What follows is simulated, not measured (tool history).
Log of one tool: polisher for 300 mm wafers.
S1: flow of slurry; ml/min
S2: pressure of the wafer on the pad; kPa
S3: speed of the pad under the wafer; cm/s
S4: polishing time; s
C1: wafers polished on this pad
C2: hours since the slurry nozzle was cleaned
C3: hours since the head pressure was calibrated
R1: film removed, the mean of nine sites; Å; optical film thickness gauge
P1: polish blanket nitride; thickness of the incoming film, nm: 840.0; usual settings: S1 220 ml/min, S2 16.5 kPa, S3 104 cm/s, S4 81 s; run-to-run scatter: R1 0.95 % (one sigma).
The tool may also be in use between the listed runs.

run	hour	S1	S2	S3	S4	C1	C2	C3	R1
1	7.8	220	16.5	104	81	722	226.4	184.7	898.78
2	12.4	220	16.5	48	81	769	231.0	189.3	475.80
3	21.8	220	9.7	48	81	864	240.4	198.7	280.49
4	28.0	285	16.5	104	81	926	246.6	204.9	918.23
5	32.4	220	16.5	104	81	971	251.0	209.3	870.50
6	38.1	220	16.5	104	124	1029	256.7	215.0	1338.10
7	47.1	220	16.5	104	81	1120	265.7	224.0	876.89
8	56.5	220	16.5	104	81	1215	275.1	233.4	881.21
9	61.6	130	16.5	104	81	1266	280.2	238.5	830.77
10	68.3	220	16.5	104	43	1334	286.9	245.2	468.73
11	74.6	220	16.5	104	81	1398	293.2	251.5	889.21
12	81.4	220	23.4	104	81	1466	300.0	258.3	1262.20
13	89.7	220	16.5	140	81	1550	308.3	266.6	1124.70
14	98.4	220	16.5	66	118	1638	317.0	275.3	899.65
15	106.2	220	9.0	104	81	1717	324.8	283.1	485.08
16	113.9	220	16.5	104	81	1795	332.5	290.8	900.74
17	120.1	220	16.5	104	81	1858	338.7	297.0	883.25
18	126.9	220	16.5	104	81	1926	345.5	303.8	866.50
19	132.2	220	16.5	104	81	1980	350.8	309.1	864.81
20	139.1	220	16.5	104	81	2050	357.7	316.0	855.47
21	146.5	220	16.5	104	81	2125	365.1	323.4	838.39

Run 22 comes next. What will it give?
22	155.4	220	16.5	104	81	2215	374.0	332.3	?

Run 22 gave R1 831.57 Å.

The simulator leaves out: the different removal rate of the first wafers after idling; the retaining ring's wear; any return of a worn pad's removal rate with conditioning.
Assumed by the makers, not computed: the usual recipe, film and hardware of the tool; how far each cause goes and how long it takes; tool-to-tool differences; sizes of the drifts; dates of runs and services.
